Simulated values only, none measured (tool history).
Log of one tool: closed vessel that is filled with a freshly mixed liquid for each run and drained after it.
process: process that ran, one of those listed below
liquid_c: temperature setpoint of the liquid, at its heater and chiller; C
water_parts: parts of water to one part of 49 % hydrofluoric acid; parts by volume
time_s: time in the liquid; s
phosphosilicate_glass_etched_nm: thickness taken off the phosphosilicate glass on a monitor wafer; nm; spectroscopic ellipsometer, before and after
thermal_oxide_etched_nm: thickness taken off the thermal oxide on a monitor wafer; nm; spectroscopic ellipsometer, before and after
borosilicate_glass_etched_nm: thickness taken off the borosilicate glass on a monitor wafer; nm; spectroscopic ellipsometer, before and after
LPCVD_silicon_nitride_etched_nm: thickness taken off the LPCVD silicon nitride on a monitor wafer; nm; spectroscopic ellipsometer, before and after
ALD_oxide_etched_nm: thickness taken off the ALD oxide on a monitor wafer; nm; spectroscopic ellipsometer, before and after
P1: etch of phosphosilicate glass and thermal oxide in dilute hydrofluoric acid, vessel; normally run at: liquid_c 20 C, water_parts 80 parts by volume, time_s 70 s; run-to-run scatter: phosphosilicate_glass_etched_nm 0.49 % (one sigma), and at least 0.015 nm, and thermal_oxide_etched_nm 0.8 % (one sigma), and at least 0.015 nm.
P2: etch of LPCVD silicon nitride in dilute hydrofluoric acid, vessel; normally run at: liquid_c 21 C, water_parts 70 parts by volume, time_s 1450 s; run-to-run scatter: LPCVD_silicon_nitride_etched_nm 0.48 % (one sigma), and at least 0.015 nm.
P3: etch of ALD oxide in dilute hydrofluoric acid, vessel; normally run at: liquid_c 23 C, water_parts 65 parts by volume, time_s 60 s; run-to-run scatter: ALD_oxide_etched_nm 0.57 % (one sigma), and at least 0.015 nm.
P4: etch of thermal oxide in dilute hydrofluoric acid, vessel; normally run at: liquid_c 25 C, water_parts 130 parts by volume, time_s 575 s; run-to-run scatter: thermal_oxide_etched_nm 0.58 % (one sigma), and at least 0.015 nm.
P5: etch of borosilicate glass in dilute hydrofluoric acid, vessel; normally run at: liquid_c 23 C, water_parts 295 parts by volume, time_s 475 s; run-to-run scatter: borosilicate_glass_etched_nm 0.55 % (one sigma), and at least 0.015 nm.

run	day	process	liquid_c	water_parts	time_s	hours since the thermometer was replaced	hours since the hydrofluoric acid flow meter was replaced	phosphosilicate_glass_etched_nm	thermal_oxide_etched_nm	borosilicate_glass_etched_nm	LPCVD_silicon_nitride_etched_nm	ALD_oxide_etched_nm
1	0.592	P1	20	80	70	1208.3	1264.5	45.794	3.4766			
2	0.929	P1	17	80	70	1216.4	1272.6	40.431	3.0486			
3	1.283	P4	25	25	575	1224.9	1281.1		128.82			
4	1.717	P5	23	55	475	1235.3	1291.5			193.34		
5	2.142	P1	20	40	70	1245.5	1301.7	96.897	7.342			
6	2.579	P2	21	30	1450	1256	1312.2				19.249	
7	3.004	P4	17	130	575	1266.2	1322.4		15.604			
8	3.379	P1	20	80	70	1275.2	1331.4	45.967	3.4847			
9	3.683	P3	23	115	60	1282.5	1338.7					8.0197
10	4.075	P1	20	130	70	1291.9	1348.1	26.497	2.0462			
11	4.558	P1	20	80	70	1303.5	1359.7	45.942	3.5016			
12	4.962	P3	17	65	60	1313.2	1369.4					11.723
13	5.446	P3	23	65	30	1324.8	1381					7.4422
14	5.792	P5	23	295	475	1333.1	1389.3			27.546		
15	6.283	P1	25.5	80	70	1344.9	1401.1	57.361	4.3677			
16	6.596	P2	26.5	70	1450	1352.4	1408.6				12.401	
17	7.071	P5	23	295	155	1363.8	1420			9.0055		
18	7.396	P1	20	80	70	1371.6	1427.8	46.08	3.5387			
19	7.704	P4	25	130	170	1379	1435.2		6.3617			
20	8.104	P1	20	120	125	1388.6	1444.8	52.579	3.9238			
21	8.417	P2	21	70	1450	1396.1	1452.3				8.5233	
22	8.812	P2	21	70	45	1405.6	1461.8				0.27645	
23	9.404	P4	25	130	575	1419.8	1476		21.382			
24	9.667	P5	28.5	295	475	1426.1	1482.3			32.987		
25	10.15	P1	20	80	30	1437.7	1493.9	19.632	1.501			
26	10.542	P3	23	65	60	1447.1	1503.3					15.005
27	11.029	P1	20	80	135	1458.8	1515	88.63	6.7916			
28	11.554	P2	21	70	1450	1471.4	1527.6				8.5535	
29	12.154	P1	20	80	70	1485.8	1542	46.124	3.4987			
30	12.617	P1	20	80	70	1496.9	1553.1	46.689	3.5995			
31	12.975	P1	20	80	70	1505.5	1561.7	47.354	3.631			
32	13.342	P1	20	80	70	1514.3	1570.5	47.828	3.6508			
33	13.6	P1	20	80	70	1520.5	1576.7	48.494	3.67			
34	14.042	P1	20	80	70	1531.1	1587.3	48.595	3.7276			
35	14.438	P1	20	80	70	1540.6	1596.8	48.193	3.6586			
36	14.792	P1	20	80	70	1549.1	1605.3	48.876	3.7022			
37	15.308	P1	20	80	70	1561.5	1617.7	49.027	3.6787			
38	15.904	P1	20	80	70	1575.8	1632	48.442	3.8094			
39	16.496	P1	20	80	70	1590	1646.2	49.015	3.7556			

What P1 gives has crept away from where it was. These 2 causes fit the log equally well, each at the size given:
A: liquid hotter than its thermometer reads (K) = 1.62
B: hydrofluoric acid flow above the setpoint (%) = 6.31
The creep began at about day 12.154.

4 check runs are offered, one wafer each, their results left as question marks. Which one tells the causes apart?
check 1	17.088	P3	17	65	60							?
check 2	17.088	P5	23	140	475					?		
check 3	17.088	P4	17	130	575				?			
check 4	17.088	P2	25.5	70	1450						?	

What each check would give under each cause:
check	result	if A	if B
check 1	ALD_oxide_etched_nm	12.587	12.538
check 2	borosilicate_glass_etched_nm	72.704	73.301
check 3	thermal_oxide_etched_nm	16.668	16.706
check 4	LPCVD_silicon_nitride_etched_nm	12.79	12.215
How far apart the two closest causes lie, in the result that separates them most: check 1 0.39 %; check 2 0.82 %; check 3 0.23 %; check 4 4.6 %
Check 4 tells the causes apart: in the others they would give nearly the same result.

Check 4 was then run and gave: LPCVD_silicon_nitride_etched_nm 12.168 nm. Which cause is it?

It is B: hydrofluoric acid flow above the setpoint (%).

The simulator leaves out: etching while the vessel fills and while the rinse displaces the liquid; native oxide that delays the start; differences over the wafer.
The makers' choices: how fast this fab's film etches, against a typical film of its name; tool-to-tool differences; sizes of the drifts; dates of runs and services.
